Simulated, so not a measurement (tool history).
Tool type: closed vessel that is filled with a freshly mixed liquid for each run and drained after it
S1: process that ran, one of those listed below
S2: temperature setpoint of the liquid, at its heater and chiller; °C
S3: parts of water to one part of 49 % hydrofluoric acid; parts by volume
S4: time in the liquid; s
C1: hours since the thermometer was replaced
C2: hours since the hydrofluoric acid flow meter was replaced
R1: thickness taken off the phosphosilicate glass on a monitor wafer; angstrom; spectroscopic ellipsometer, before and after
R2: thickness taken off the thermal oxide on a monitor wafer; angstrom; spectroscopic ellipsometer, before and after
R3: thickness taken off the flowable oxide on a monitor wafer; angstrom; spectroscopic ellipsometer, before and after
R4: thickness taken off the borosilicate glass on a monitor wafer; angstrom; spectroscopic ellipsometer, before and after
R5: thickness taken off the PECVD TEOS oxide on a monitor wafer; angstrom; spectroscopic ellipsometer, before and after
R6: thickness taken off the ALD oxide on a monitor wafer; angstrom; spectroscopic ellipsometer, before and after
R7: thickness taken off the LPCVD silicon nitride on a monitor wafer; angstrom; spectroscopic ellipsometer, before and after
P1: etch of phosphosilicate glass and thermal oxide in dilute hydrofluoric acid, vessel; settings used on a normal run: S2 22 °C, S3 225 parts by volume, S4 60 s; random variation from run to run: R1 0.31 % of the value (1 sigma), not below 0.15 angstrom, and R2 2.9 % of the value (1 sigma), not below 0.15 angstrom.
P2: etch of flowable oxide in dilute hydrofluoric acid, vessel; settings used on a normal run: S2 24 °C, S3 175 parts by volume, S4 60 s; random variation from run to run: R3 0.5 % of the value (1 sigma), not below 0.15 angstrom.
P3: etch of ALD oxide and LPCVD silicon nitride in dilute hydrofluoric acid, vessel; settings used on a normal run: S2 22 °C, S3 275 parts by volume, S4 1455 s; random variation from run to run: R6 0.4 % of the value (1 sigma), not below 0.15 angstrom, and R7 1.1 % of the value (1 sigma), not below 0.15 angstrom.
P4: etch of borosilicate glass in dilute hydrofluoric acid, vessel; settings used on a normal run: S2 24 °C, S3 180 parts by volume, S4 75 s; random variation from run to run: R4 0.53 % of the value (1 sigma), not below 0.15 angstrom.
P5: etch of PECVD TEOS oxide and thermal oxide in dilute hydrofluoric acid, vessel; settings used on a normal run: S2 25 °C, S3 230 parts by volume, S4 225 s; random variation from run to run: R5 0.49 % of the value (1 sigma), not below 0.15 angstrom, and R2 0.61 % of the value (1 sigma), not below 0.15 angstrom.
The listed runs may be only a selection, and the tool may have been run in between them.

run   hour  S1    S2   S3    S4     C1     C2      R1      R2      R3      R4      R5      R6      R7
  1    4.1  P1    22  225    60  803.1  229.4  136.83  9.3103
  2      8  P2    17  175    60    807  233.3                  127.99
  3   11.5  P1  17.5  225    60  810.5  236.8  115.78  7.9041
  4   15.7  P1    22  225    60  814.7    241  136.98  9.5221
  5   20.4  P4    24  180    75  819.4  245.7                           137.4
  6     24  P1    22  225    60    823  249.3  137.41  9.5975
  7   26.6  P1    22  390    60  825.6  251.9  67.655  4.4343
  8   30.2  P1    22  385   105  829.2  255.5  120.14  8.3845
      31.2  -- hydrofluoric acid flow meter replaced
  9   34.4  P1    22  225    60  833.4    3.2  136.28  9.4076
 10   38.2  P5    33  230   225  837.2      7          55.502                  149.88
 11   43.6  P5    25  230   225  842.6   12.4          43.027                  114.96
 12   46.6  P1    22   50    60  845.6   15.4   748.4   52.58
 13   49.5  P1    27  225    60  848.5   18.3  163.82  11.269
 14   54.7  P3    29  275  1455  853.7   23.5                                          527.55  35.561
 15   59.4  P1    22  225    60  858.4   28.2   136.7  9.2633
 16   61.7  P2    24  175    30  860.7   30.5                  83.926
 17   66.4  P1    22  225   100  865.4   35.2  226.65  15.597
 18   69.3  P4    24  245    75  868.3   38.1                          93.963
 19   73.6  P5    25  230   225  872.6   42.4          41.891                  114.91
 20   76.4  P5    25  230   375  875.4   45.2          70.904                   193.6
 21     80  P2    24  175    60    879   48.8                  166.81
      82.1  -- thermometer replaced
 22   84.5  P2    24  175    60    2.4   53.3                  169.37
 23   87.5  P3    22  415  1455    5.4   56.3                                          240.59  15.806
 24   91.3  P4  17.5  180    75    9.2   60.1                          106.71
 25   94.9  P1  25.5  225    30   12.8   63.7  77.913  5.4916
 26   99.7  P4    24  180   125   17.6   68.5                          229.41
 27  103.8  P3    22  275   355   21.7   72.6                                          99.864  5.7494
 28  108.7  P1    22  225    60   26.6   77.5  136.28  9.0458
 29  113.7  P5    25   45   225   31.6   82.5          270.14                  740.05
 30  118.5  P1    22  225    30   36.4   87.3  68.546  4.5856
 31  121.9  P3    22  275  1455   39.8   90.7                                          412.32   23.54
 32  126.8  P1    22   70   115   44.7   95.6  997.95  65.999
 33  130.5  P2    24  285    60   48.4   99.3                  91.147
 34    133  P1    22  225    60   50.9  101.8  136.99  9.1717
 35    137  P1    22  225    60   54.9  105.8  139.27  9.7196
 36  139.7  P1    22  225    60   57.6  108.5   141.7  9.9803
 37  142.3  P1    22  225    60   60.2  111.1  142.36  9.5097
 38  146.6  P1    22  225    60   64.5  115.4  143.81  10.375
 39  150.4  P1    22  225    60   68.3  119.2  144.58  9.7923
 40  154.6  P1    22  225    60   72.5  123.4  145.17  10.488
 41  158.6  P1    22  225    60   76.5  127.4  146.59  10.619
 42  162.8  P1    22  225    60   80.7  131.6  146.09  9.6495
 43  166.9  P1    22  225    60   84.8  135.7  146.44  9.7603
 44  169.6  P1    22  225    60   87.5  138.4  145.87  10.656

The log shows P1 creeping away from where it was. Any of the 2 causes listed here, at the size stated for it, fits the log just as well as the others:
A: hydrofluoric acid flow above the setpoint (%) = 5.54
B: liquid hotter than its thermometer reads (K) = 1.79
The creep began at about hour 133.

Below are 4 check runs, each averaged over 3 wafers, with their results shown as question marks. Which of them would give clearly different results depending on which cause is behind the drift?
check 1  172.3  P5  25  230   225               ?           ?
check 2  172.3  P3  22  275  1455                               ?   ?
check 3  172.3  P2  24  175    60                   ?
check 4  172.3  P4  24  180    75                       ?

Check results expected under each cause:
  check  result    if A    if B
check 1      R2  45.312   45.16
check 1      R5  123.57  123.15
check 2      R6  441.39   439.7
check 2      R7  24.847  26.346
check 3      R3   178.5  178.94
check 4      R4  147.49  147.79
Smallest distance between any two causes, each pair judged by its most separating result, in per cent: check 1 0.34 %; check 2 5.86 %; check 3 0.25 %; check 4 0.2 %
Of the check runs offered, only check 2 discriminates between the causes; the rest would read about the same regardless of which cause applies.

The results of check 2 are: R6 441.58 angstrom; R7 24.951 angstrom. Based on these, which of the listed causes is it?

A is the cause: hydrofluoric acid flow above the setpoint (%).

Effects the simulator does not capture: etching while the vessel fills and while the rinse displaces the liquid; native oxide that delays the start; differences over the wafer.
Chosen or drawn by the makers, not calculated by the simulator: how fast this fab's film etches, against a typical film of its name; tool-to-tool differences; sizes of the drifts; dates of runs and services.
